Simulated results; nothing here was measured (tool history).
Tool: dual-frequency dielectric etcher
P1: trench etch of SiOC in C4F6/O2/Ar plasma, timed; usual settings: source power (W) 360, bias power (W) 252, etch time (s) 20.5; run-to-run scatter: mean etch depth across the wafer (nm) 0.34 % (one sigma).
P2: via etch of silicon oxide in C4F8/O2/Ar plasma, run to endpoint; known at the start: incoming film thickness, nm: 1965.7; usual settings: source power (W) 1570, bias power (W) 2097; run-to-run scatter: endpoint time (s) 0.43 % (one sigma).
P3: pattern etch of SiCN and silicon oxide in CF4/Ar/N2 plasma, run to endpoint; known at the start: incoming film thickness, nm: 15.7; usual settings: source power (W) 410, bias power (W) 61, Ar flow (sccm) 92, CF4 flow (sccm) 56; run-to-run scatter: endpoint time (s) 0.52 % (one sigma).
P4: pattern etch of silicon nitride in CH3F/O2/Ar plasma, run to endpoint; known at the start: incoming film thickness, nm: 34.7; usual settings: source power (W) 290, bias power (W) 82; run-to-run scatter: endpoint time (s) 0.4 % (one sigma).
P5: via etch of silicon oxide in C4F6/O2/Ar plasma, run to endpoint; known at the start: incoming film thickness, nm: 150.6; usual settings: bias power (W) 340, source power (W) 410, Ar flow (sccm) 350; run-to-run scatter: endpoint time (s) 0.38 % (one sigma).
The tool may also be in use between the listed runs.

| run | hour | process that ran | source power (W) | bias power (W) | etch time (s) | Ar flow (sccm) | CF4 flow (sccm) | hours since the last wet clean | hours since the last source power generator calibration | hours since the last bias power generator calibration | mean etch depth across the wafer (nm) | endpoint time (s) |
|---|---|---|---|---|---|---|---|---|---|---|---|---|
| 1 | 16.4 | P1 | 360 | 252 | 20.5 |  |  | 59.2 | 704.3 | 315.4 | 46.225 |  |
| 2 | 28.9 | P1 | 360 | 252 | 20.5 |  |  | 71.7 | 716.8 | 327.9 | 46.305 |  |
| 3 | 42.5 | P2 | 930 | 2097 |  |  |  | 85.3 | 730.4 | 341.5 |  | 505.83 |
| 4 | 59.9 | P3 | 410 | 61 |  | 92 | 68 | 102.7 | 747.8 | 358.9 |  | 20.388 |
| 5 | 67.9 | P1 | 360 | 252 | 28.5 |  |  | 110.7 | 755.8 | 366.9 | 64.215 |  |
| 6 | 82.6 | P1 | 360 | 310 | 20.5 |  |  | 125.4 | 770.5 | 381.6 | 49.559 |  |
| 7 | 91.3 | P1 | 360 | 252 | 20.5 |  |  | 134.1 | 779.2 | 390.3 | 46.038 |  |
| 8 | 101.9 | P2 | 1570 | 2097 |  |  |  | 144.7 | 789.8 | 400.9 |  | 413.6 |
| 9 | 116.8 | P1 | 360 | 252 | 20.5 |  |  | 159.6 | 804.7 | 415.8 | 46.245 |  |
| 10 | 128.5 | P5 | 410 | 340 |  | 350 |  | 171.3 | 816.4 | 427.5 |  | 38.458 |
| 11 | 141.7 | P5 | 410 | 340 |  | 350 |  | 184.5 | 829.6 | 440.7 |  | 39.032 |
| 12 | 155.6 | P4 | 200 | 82 |  |  |  | 198.4 | 843.5 | 454.6 |  | 62.117 |
| 13 | 165.8 | P1 | 260 | 252 | 20.5 |  |  | 208.6 | 853.7 | 464.8 | 40.936 |  |
| 14 | 180.6 | P2 | 1570 | 1476 |  |  |  | 223.4 | 868.5 | 479.6 |  | 455.15 |
|  | 187.2 | source power generator calibrated |
| 15 | 191.6 | P5 | 410 | 474 |  | 350 |  | 234.4 | 4.4 | 490.6 |  | 34.243 |
| 16 | 205.1 | P5 | 490 | 340 |  | 350 |  | 247.9 | 17.9 | 504.1 |  | 36.228 |
| 17 | 213.9 | P1 | 430 | 252 | 30 |  |  | 256.7 | 26.7 | 512.9 | 71.993 |  |
| 18 | 227.5 | P4 | 290 | 82 |  |  |  | 270.3 | 40.3 | 526.5 |  | 53.937 |
| 19 | 239.9 | P3 | 310 | 61 |  | 92 | 56 | 282.7 | 52.7 | 538.9 |  | 27.068 |
| 20 | 253.1 | P4 | 290 | 82 |  |  |  | 295.9 | 65.9 | 552.1 |  | 53.717 |
| 21 | 264.8 | P3 | 410 | 84 |  | 92 | 56 | 307.6 | 77.6 | 563.8 |  | 19.057 |
| 22 | 279.5 | P5 | 410 | 340 |  | 216 |  | 322.3 | 92.3 | 578.5 |  | 36.883 |
| 23 | 289.8 | P3 | 410 | 61 |  | 92 | 56 | 332.6 | 102.6 | 588.8 |  | 21.166 |
| 24 | 306.3 | P1 | 360 | 158 | 20.5 |  |  | 349.1 | 119.1 | 605.3 | 39.564 |  |
| 25 | 323.3 | P1 | 360 | 252 | 20.5 |  |  | 366.1 | 136.1 | 622.3 | 45.954 |  |
| 26 | 336.8 | P1 | 360 | 252 | 12.5 |  |  | 379.6 | 149.6 | 635.8 | 28.005 |  |
| 27 | 346.9 | P1 | 430 | 252 | 20.5 |  |  | 389.7 | 159.7 | 645.9 | 49.284 |  |
| 28 | 363.2 | P3 | 410 | 61 |  | 115 | 56 | 406 | 176 | 662.2 |  | 22.15 |
| 29 | 370.8 | P4 | 290 | 103 |  |  |  | 413.6 | 183.6 | 669.8 |  | 49.32 |
| 30 | 387.3 | P1 | 360 | 252 | 20.5 |  |  | 430.1 | 200.1 | 686.3 | 46.032 |  |
| 31 | 399.1 | P1 | 360 | 252 | 20.5 |  |  | 441.9 | 211.9 | 698.1 | 45.762 |  |
| 32 | 416.7 | P1 | 360 | 252 | 20.5 |  |  | 459.5 | 229.5 | 715.7 | 45.616 |  |
| 33 | 426.8 | P1 | 360 | 252 | 20.5 |  |  | 469.6 | 239.6 | 725.8 | 45.113 |  |
| 34 | 441.5 | P1 | 360 | 252 | 20.5 |  |  | 484.3 | 254.3 | 740.5 | 45.514 |  |
|  | 444.5 | wet clean of the chamber |
| 35 | 449.2 | P1 | 360 | 252 | 20.5 |  |  | 4.7 | 262 | 748.2 | 45.446 |  |
| 36 | 464 | P1 | 360 | 252 | 20.5 |  |  | 19.5 | 276.8 | 763 | 45.49 |  |

What P1 gives has crept away from where it was. These 2 causes fit the log equally well, each at the size given:
A: bias power that arrives under what is set, % = 4.93
B: source power that arrives under what is set, % = 4.4
The creep began at about hour 387.3.
Why every other cause is out:
chamber walls in a state that lowers the etch rate, %: serviced at hour 444.5, which brought nothing back

4 check runs are offered, each on 3 wafers whose results are averaged, their results left as question marks. Which one tells the causes apart?
| check 1 | 478.8 | P5 | 410 | 340 |  | 216 |  |  |  |  |  | ? |
| check 2 | 478.8 | P4 | 290 | 101 |  |  |  |  |  |  |  | ? |
| check 3 | 478.8 | P2 | 1060 | 1518 |  |  |  |  |  |  |  | ? |
| check 4 | 478.8 | P3 | 410 | 61 |  | 114 | 56 |  |  |  |  | ? |

What each check would give under each cause:
| check | result | if A | if B |
|---|---|---|---|
| check 1 | endpoint time (s) | 37.409 | 37.38 |
| check 2 | endpoint time (s) | 50.748 | 50.634 |
| check 3 | endpoint time (s) | 536.14 | 538.19 |
| check 4 | endpoint time (s) | 22.249 | 22.746 |
How far apart the two closest causes lie, in the result that separates them most: check 1 0.08 %; check 2 0.23 %; check 3 0.38 %; check 4 2.21 %
Only check 4 tells the causes apart: in the others they would give nearly the same result.

Check 4 was then run and gave: endpoint time (s) 22.655. Which cause is it?

It is B: source power that arrives under what is set, %.
